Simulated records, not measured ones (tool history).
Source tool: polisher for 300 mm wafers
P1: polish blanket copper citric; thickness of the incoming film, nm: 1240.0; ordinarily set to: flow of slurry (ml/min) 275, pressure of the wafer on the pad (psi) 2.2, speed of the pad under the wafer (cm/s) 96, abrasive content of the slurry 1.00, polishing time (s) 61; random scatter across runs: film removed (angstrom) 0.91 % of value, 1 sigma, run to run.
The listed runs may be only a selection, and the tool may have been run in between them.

| run | hour | flow of slurry (ml/min) | pressure of the wafer on the pad (psi) | speed of the pad under the wafer (cm/s) | abrasive content of the slurry | polishing time (s) | wafers polished on this pad | hours since the slurry nozzle was cleaned | hours since the head pressure was calibrated | hours since the slurry blender was calibrated | film removed (angstrom) |
|---|---|---|---|---|---|---|---|---|---|---|---|
| 1 | 10.1 | 275 | 2.2 | 96 | 1.00 | 61 | 615 | 180.4 | 118.9 | 57.7 | 1133.00 |
| 2 | 19.5 | 275 | 2.2 | 60 | 1.00 | 61 | 677 | 189.8 | 128.3 | 67.1 | 725.82 |
| 3 | 28.3 | 275 | 2.2 | 96 | 1.00 | 61 | 736 | 198.6 | 137.1 | 75.9 | 1121.90 |
| 4 | 35.1 | 275 | 2.2 | 96 | 1.00 | 61 | 781 | 205.4 | 143.9 | 82.7 | 1134.40 |
| 5 | 42.4 | 275 | 2.2 | 70 | 1.45 | 61 | 830 | 212.7 | 151.2 | 90.0 | 922.00 |
| 6 | 56.9 | 275 | 2.2 | 96 | 1.00 | 89 | 927 | 227.2 | 165.7 | 104.5 | 1664.40 |
| 7 | 69.4 | 275 | 1.3 | 96 | 1.00 | 61 | 1010 | 239.7 | 178.2 | 117.0 | 684.42 |
| 8 | 83.7 | 275 | 2.2 | 96 | 1.00 | 61 | 1106 | 254.0 | 192.5 | 131.3 | 1134.30 |
| 9 | 93.3 | 275 | 2.2 | 96 | 0.60 | 61 | 1170 | 263.6 | 202.1 | 140.9 | 1011.30 |
| 10 | 103.5 | 165 | 2.2 | 96 | 1.00 | 61 | 1238 | 273.8 | 212.3 | 151.1 | 1058.70 |
| 11 | 116.6 | 275 | 2.2 | 96 | 1.00 | 36 | 1325 | 286.9 | 225.4 | 164.2 | 671.68 |
| 12 | 131.5 | 275 | 2.2 | 96 | 1.20 | 61 | 1425 | 301.8 | 240.3 | 179.1 | 1177.80 |
| 13 | 142.1 | 275 | 2.2 | 96 | 1.00 | 61 | 1495 | 312.4 | 250.9 | 189.7 | 1116.90 |
| 14 | 152.9 | 275 | 2.2 | 132 | 1.00 | 61 | 1567 | 323.2 | 261.7 | 200.5 | 1538.30 |
| 15 | 166.7 | 275 | 2.9 | 96 | 1.00 | 61 | 1659 | 337.0 | 275.5 | 214.3 | 1488.70 |
| 16 | 175.8 | 350 | 2.2 | 96 | 1.00 | 61 | 1720 | 346.1 | 284.6 | 223.4 | 1159.90 |
| 17 | 185.5 | 275 | 2.2 | 96 | 1.00 | 61 | 1785 | 355.8 | 294.3 | 233.1 | 1123.00 |

Expected results for the next run?
| 18 | 192.1 | 275 | 2.2 | 96 | 1.00 | 61 | 1829 | 362.4 | 300.9 | 239.7 | ? |

film removed (angstrom): 1122.30
